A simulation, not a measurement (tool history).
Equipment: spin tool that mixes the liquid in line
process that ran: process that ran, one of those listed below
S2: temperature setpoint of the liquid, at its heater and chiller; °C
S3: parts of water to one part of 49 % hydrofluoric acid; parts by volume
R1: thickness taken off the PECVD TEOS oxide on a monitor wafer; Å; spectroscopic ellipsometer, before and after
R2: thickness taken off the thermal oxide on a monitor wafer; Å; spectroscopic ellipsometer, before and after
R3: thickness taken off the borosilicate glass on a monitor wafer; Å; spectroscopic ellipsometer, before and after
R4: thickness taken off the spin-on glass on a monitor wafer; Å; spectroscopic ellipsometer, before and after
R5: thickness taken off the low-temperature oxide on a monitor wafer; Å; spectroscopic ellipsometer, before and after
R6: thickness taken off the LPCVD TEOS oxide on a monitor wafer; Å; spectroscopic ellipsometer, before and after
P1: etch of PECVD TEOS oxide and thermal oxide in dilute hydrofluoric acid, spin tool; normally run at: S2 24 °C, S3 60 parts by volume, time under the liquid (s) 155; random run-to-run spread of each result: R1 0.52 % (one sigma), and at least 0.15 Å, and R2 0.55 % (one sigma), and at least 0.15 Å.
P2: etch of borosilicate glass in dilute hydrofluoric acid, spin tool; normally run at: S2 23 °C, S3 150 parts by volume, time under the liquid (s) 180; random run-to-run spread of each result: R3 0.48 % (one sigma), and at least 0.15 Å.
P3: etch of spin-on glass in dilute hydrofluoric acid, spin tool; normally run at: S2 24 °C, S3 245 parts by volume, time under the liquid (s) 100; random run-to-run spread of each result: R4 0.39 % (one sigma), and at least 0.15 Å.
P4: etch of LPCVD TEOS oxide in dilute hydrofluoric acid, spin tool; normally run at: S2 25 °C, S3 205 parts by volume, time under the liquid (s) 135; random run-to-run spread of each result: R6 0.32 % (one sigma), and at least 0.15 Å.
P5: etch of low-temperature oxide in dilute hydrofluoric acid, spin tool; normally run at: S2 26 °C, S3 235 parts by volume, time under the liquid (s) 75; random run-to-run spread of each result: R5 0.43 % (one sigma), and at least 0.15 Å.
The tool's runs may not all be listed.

Run 1, hour 2.8: process that ran P1, S2 24 °C, S3 60 parts by volume, time under the liquid (s) 155. Result: R1 512.98 Å, R2 127.9 Å.
Run 2, hour 5.9: process that ran P1, S2 24 °C, S3 60 parts by volume, time under the liquid (s) 155. Result: R1 511.78 Å, R2 127.65 Å.
Run 3, hour 10.7: process that ran P1, S2 24 °C, S3 100 parts by volume, time under the liquid (s) 75. Result: R1 139.91 Å, R2 35.911 Å.
Run 4, hour 13.4: process that ran P2, S2 23 °C, S3 25 parts by volume, time under the liquid (s) 180. Result: R3 1977.6 Å.
Run 5, hour 16.3: process that ran P3, S2 24 °C, S3 415 parts by volume, time under the liquid (s) 100. Result: R4 64.229 Å.
Run 6, hour 19.3: process that ran P2, S2 23 °C, S3 150 parts by volume, time under the liquid (s) 180. Result: R3 283.06 Å.
Run 7, hour 23: process that ran P5, S2 26 °C, S3 45 parts by volume, time under the liquid (s) 75. Result: R5 361.59 Å.
Run 8, hour 28: process that ran P3, S2 24 °C, S3 245 parts by volume, time under the liquid (s) 180. Result: R4 228.16 Å.
Run 9, hour 33.6: process that ran P1, S2 24 °C, S3 60 parts by volume, time under the liquid (s) 155. Result: R1 515.83 Å, R2 129.47 Å.
Run 10, hour 37.8: process that ran P1, S2 31 °C, S3 60 parts by volume, time under the liquid (s) 155. Result: R1 674.3 Å, R2 170.06 Å.
Run 11, hour 42.5: process that ran P1, S2 20.5 °C, S3 60 parts by volume, time under the liquid (s) 155. Result: R1 440.19 Å, R2 112.19 Å.
Run 12, hour 46.9: process that ran P1, S2 17 °C, S3 25 parts by volume, time under the liquid (s) 155. Result: R1 939.77 Å, R2 240.88 Å.
Run 13, hour 49.5: process that ran P4, S2 25 °C, S3 205 parts by volume, time under the liquid (s) 135. Result: R6 105.01 Å.
Run 14, hour 55.2: process that ran P4, S2 32.5 °C, S3 205 parts by volume, time under the liquid (s) 135. Result: R6 136.73 Å.
Run 15, hour 59.8: process that ran P3, S2 24 °C, S3 245 parts by volume, time under the liquid (s) 100. Result: R4 126.81 Å.
Run 16, hour 63.3: process that ran P5, S2 26 °C, S3 235 parts by volume, time under the liquid (s) 20. Result: R5 14.559 Å.
Run 17, hour 68.8: process that ran P1, S2 24 °C, S3 90 parts by volume, time under the liquid (s) 155. Result: R1 326.11 Å, R2 83.195 Å.
Run 18, hour 74.5: process that ran P1, S2 28 °C, S3 60 parts by volume, time under the liquid (s) 15. Result: R1 58.264 Å, R2 14.579 Å.
Run 19, hour 78.1: process that ran P1, S2 24 °C, S3 60 parts by volume, time under the liquid (s) 305. Result: R1 1013.7 Å, R2 254.33 Å.
Run 20, hour 81: process that ran P5, S2 20 °C, S3 235 parts by volume, time under the liquid (s) 75. Result: R5 44.241 Å.
Run 21, hour 84.5: process that ran P2, S2 23 °C, S3 150 parts by volume, time under the liquid (s) 15. Result: R3 23.488 Å.
Run 22, hour 87.9: process that ran P3, S2 17.5 °C, S3 245 parts by volume, time under the liquid (s) 100. Result: R4 99.419 Å.
Run 23, hour 93.3: process that ran P1, S2 24 °C, S3 30 parts by volume, time under the liquid (s) 155. Result: R1 1064.7 Å, R2 269.01 Å.
Run 24, hour 97.1: process that ran P1, S2 24 °C, S3 60 parts by volume, time under the liquid (s) 15. Result: R1 49.423 Å, R2 12.319 Å.
Run 25, hour 100.9: process that ran P4, S2 25 °C, S3 205 parts by volume, time under the liquid (s) 60. Result: R6 46.355 Å.
Run 26, hour 103.4: process that ran P4, S2 25 °C, S3 40 parts by volume, time under the liquid (s) 135. Result: R6 657.84 Å.
Run 27, hour 106.4: process that ran P2, S2 23 °C, S3 150 parts by volume, time under the liquid (s) 180. Result: R3 283.82 Å.
Run 28, hour 110.2: process that ran P4, S2 25 °C, S3 205 parts by volume, time under the liquid (s) 135. Result: R6 104.14 Å.
Run 29, hour 113.9: process that ran P1, S2 24 °C, S3 60 parts by volume, time under the liquid (s) 155. Result: R1 509.86 Å, R2 130.34 Å.
Run 30, hour 117.5: process that ran P2, S2 17 °C, S3 150 parts by volume, time under the liquid (s) 180. Result: R3 222.77 Å.
Run 31, hour 120.9: process that ran P5, S2 26 °C, S3 235 parts by volume, time under the liquid (s) 75. Result: R5 55.274 Å.
Run 32, hour 124.7: process that ran P1, S2 24 °C, S3 60 parts by volume, time under the liquid (s) 155. Result: R1 506.65 Å, R2 130.56 Å.
Run 33, hour 130.1: process that ran P1, S2 24 °C, S3 60 parts by volume, time under the liquid (s) 155. Result: R1 491.05 Å, R2 124.41 Å.
Run 34, hour 134.8: process that ran P1, S2 24 °C, S3 60 parts by volume, time under the liquid (s) 155. Result: R1 479 Å, R2 120.56 Å.
Run 35, hour 138.3: process that ran P1, S2 24 °C, S3 60 parts by volume, time under the liquid (s) 155. Result: R1 470.89 Å, R2 118.96 Å.
Run 36, hour 143: process that ran P1, S2 24 °C, S3 60 parts by volume, time under the liquid (s) 155. Result: R1 469.99 Å, R2 118.51 Å.
Run 37, hour 148.2: process that ran P1, S2 24 °C, S3 60 parts by volume, time under the liquid (s) 155. Result: R1 461.17 Å, R2 118.25 Å.
Run 38, hour 153.6: process that ran P1, S2 24 °C, S3 60 parts by volume, time under the liquid (s) 155. Result: R1 465.74 Å, R2 118.09 Å.
Run 39, hour 157.8: process that ran P1, S2 24 °C, S3 60 parts by volume, time under the liquid (s) 155. Result: R1 462.9 Å, R2 117.63 Å.
Run 40, hour 162.5: process that ran P1, S2 24 °C, S3 60 parts by volume, time under the liquid (s) 155. Result: R1 464.24 Å, R2 116.45 Å.

The output of P1 has drifted from where it used to be. Each of the 2 causes below, taken at the size shown beside it, accounts for the log equally well:
A: hydrofluoric acid flow below the setpoint (%) = 8.59
B: liquid colder than its thermometer reads (K) = 2.36
Creep in the process output first set in at about hour 124.7.

Question marks stand in for the results of the 4 check runs listed below, each run on one wafer. Under which run would the listed causes show clearly different results?
Run check 1, hour 167.2: process that ran P3, S2 24 °C, S3 370 parts by volume, time under the liquid (s) 145. Result: R4 ?.
Run check 2, hour 167.2: process that ran P5, S2 26 °C, S3 45 parts by volume, time under the liquid (s) 75. Result: R5 ?.
Run check 3, hour 167.2: process that ran P2, S2 18.5 °C, S3 150 parts by volume, time under the liquid (s) 90. Result: R3 ?.
Run check 4, hour 167.2: process that ran P4, S2 25 °C, S3 90 parts by volume, time under the liquid (s) 90. Result: R6 ?.

What each check would give under each cause:
  check  result    if A    if B
check 1      R4  95.701  99.727
check 2      R5  327.95  327.58
check 3      R3  106.75  107.54
check 4      R6  164.21  165.24
How far apart the two closest causes lie, in the result that separates them most: check 1 4.12 %; check 2 0.11 %; check 3 0.74 %; check 4 0.62 %
Only in check 1 would the causes give clearly different results; in the remaining checks their results would be nearly the same.

Here is what check 1 returned: R4 95.716 Å. Which cause is it?

Of the candidate causes, it is A: hydrofluoric acid flow below the setpoint (%).
